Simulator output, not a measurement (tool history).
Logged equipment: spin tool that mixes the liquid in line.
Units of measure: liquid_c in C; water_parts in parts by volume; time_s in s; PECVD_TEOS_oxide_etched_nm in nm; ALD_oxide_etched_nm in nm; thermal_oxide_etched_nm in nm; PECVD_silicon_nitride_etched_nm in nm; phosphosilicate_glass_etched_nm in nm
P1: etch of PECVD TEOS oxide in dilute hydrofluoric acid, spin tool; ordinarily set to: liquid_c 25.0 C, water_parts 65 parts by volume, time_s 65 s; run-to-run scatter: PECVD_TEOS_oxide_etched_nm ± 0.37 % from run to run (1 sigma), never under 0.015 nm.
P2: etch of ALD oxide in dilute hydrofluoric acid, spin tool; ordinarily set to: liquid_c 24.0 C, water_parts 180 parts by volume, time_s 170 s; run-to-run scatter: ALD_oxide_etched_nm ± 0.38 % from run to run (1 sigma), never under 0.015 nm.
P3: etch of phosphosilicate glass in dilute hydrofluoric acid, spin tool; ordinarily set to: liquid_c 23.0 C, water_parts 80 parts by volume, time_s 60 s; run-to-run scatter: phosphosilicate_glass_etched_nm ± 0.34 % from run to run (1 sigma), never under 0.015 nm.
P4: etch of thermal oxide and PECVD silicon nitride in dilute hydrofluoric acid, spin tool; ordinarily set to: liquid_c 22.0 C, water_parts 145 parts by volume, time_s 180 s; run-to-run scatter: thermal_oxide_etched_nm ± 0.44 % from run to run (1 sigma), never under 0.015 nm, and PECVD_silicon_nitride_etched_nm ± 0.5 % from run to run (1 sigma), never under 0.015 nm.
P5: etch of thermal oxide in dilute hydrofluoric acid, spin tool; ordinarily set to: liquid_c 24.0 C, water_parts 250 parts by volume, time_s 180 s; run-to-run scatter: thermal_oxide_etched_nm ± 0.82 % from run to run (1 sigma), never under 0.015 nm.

| run | hour | process | liquid_c | water_parts | time_s | PECVD_TEOS_oxide_etched_nm | ALD_oxide_etched_nm | thermal_oxide_etched_nm | PECVD_silicon_nitride_etched_nm | phosphosilicate_glass_etched_nm |
|---|---|---|---|---|---|---|---|---|---|---|
| 1 | 6.6 | P1 | 25.0 | 65 | 65 | 29.7750 |  |  |  |  |
| 2 | 13.8 | P1 | 20.5 | 65 | 65 | 24.7610 |  |  |  |  |
| 3 | 21.0 | P2 | 29.5 | 180 | 170 |  | 18.755 |  |  |  |
| 4 | 30.8 | P1 | 25.0 | 30 | 65 | 67.3090 |  |  |  |  |
| 5 | 43.3 | P4 | 22.0 | 145 | 180 |  |  | 5.2986 | 5.4282 |  |
| 6 | 51.9 | P1 | 25.0 | 65 | 15 | 6.8798 |  |  |  |  |
| 7 | 59.3 | P2 | 24.0 | 90 | 170 |  | 33.845 |  |  |  |
| 8 | 68.5 | P1 | 25.0 | 65 | 65 | 29.6240 |  |  |  |  |
| 9 | 75.3 | P3 | 23.0 | 80 | 60 |  |  |  |  | 46.198 |
| 10 | 85.2 | P5 | 24.0 | 250 | 180 |  |  | 2.6901 |  |  |
| 11 | 91.5 | P1 | 32.5 | 35 | 65 | 77.6460 |  |  |  |  |
| 12 | 99.9 | P3 | 23.0 | 80 | 60 |  |  |  |  | 46.074 |
| 13 | 110.8 | P1 | 25.0 | 95 | 65 | 19.4430 |  |  |  |  |
| 14 | 122.7 | P1 | 25.0 | 65 | 65 | 29.5420 |  |  |  |  |
| 15 | 134.3 | P3 | 23.0 | 135 | 60 |  |  |  |  | 25.657 |
| 16 | 146.4 | P2 | 24.0 | 180 | 285 |  | 25.724 |  |  |  |
| 17 | 153.4 | P4 | 17.0 | 145 | 180 |  |  | 4.3758 | 3.8585 |  |
| 18 | 163.5 | P4 | 22.0 | 40 | 180 |  |  | 21.8840 | 19.3960 |  |
| 19 | 174.5 | P5 | 17.0 | 250 | 180 |  |  | 2.0982 |  |  |
| 20 | 181.4 | P2 | 24.0 | 180 | 170 |  | 15.259 |  |  |  |
| 21 | 187.3 | P1 | 25.0 | 65 | 65 | 29.8670 |  |  |  |  |
| 22 | 194.0 | P4 | 22.0 | 145 | 345 |  |  | 10.1950 | 10.4360 |  |
| 23 | 203.8 | P5 | 24.0 | 75 | 180 |  |  | 10.9670 |  |  |
| 24 | 211.0 | P1 | 29.0 | 65 | 65 | 34.6760 |  |  |  |  |
| 25 | 220.2 | P1 | 25.0 | 65 | 65 | 29.7370 |  |  |  |  |
| 26 | 227.4 | P1 | 25.0 | 25 | 95 | 118.8300 |  |  |  |  |
| 27 | 237.4 | P5 | 24.0 | 250 | 300 |  |  | 4.4976 |  |  |
| 28 | 247.7 | P3 | 29.5 | 80 | 60 |  |  |  |  | 59.860 |
| 29 | 256.1 | P3 | 23.0 | 80 | 30 |  |  |  |  | 23.148 |
| 30 | 266.4 | P4 | 22.0 | 145 | 180 |  |  | 5.3233 | 5.4691 |  |
| 31 | 273.9 | P1 | 25.0 | 65 | 120 | 55.0150 |  |  |  |  |
| 32 | 285.7 | P1 | 25.0 | 65 | 65 | 29.6880 |  |  |  |  |
| 33 | 291.6 | P1 | 25.0 | 65 | 65 | 30.4560 |  |  |  |  |
| 34 | 299.2 | P1 | 25.0 | 65 | 65 | 31.0390 |  |  |  |  |
| 35 | 305.7 | P1 | 25.0 | 65 | 65 | 31.1950 |  |  |  |  |
| 36 | 311.8 | P1 | 25.0 | 65 | 65 | 31.4310 |  |  |  |  |
| 37 | 318.0 | P1 | 25.0 | 65 | 65 | 31.5510 |  |  |  |  |
| 38 | 326.0 | P1 | 25.0 | 65 | 65 | 31.8380 |  |  |  |  |
| 39 | 334.2 | P1 | 25.0 | 65 | 65 | 31.8720 |  |  |  |  |
| 40 | 342.0 | P1 | 25.0 | 65 | 65 | 31.9620 |  |  |  |  |

The output of P1 has drifted from where it used to be. Each of the 2 causes below, taken at the size shown beside it, accounts for the log equally well:
A: liquid hotter than its thermometer reads (K) = 1.71
B: hydrofluoric acid flow above the setpoint (%) = 6.51
The creep began at about hour 285.7.

Listed below are the offered check runs, one wafer per run, with question marks in place of results. For which of them would the causes give clearly different outcomes?
| check 1 | 349.8 | P2 | 24.0 | 110 | 170 |  | ? |  |  |  |
| check 2 | 349.8 | P4 | 19.0 | 55 | 180 |  |  | ? | ? |  |
| check 3 | 349.8 | P3 | 29.0 | 80 | 60 |  |  |  |  | ? |
| check 4 | 349.8 | P5 | 18.5 | 250 | 180 |  |  | ? |  |  |

Predicted outcomes, by check and by cause:
| check | result | if A | if B |
|---|---|---|---|
| check 1 | ALD_oxide_etched_nm | 28.992 | 29.123 |
| check 2 | thermal_oxide_etched_nm | 14.7140 | 14.6330 |
| check 2 | PECVD_silicon_nitride_etched_nm | 12.9170 | 12.1960 |
| check 3 | phosphosilicate_glass_etched_nm | 62.430 | 62.727 |
| check 4 | thermal_oxide_etched_nm | 2.3682 | 2.3976 |
How far apart the two closest causes lie, in the result that separates them most: check 1 0.45 %; check 2 5.74 %; check 3 0.47 %; check 4 1.23 %
Check 2 distinguishes between the causes, while the remaining checks would return nearly the same result for all of them.

With check 2 done, the readings were: thermal_oxide_etched_nm 14.5810 nm; PECVD_silicon_nitride_etched_nm 13.0350 nm. Identify which of the listed causes applies.

The cause is A: liquid hotter than its thermometer reads (K).
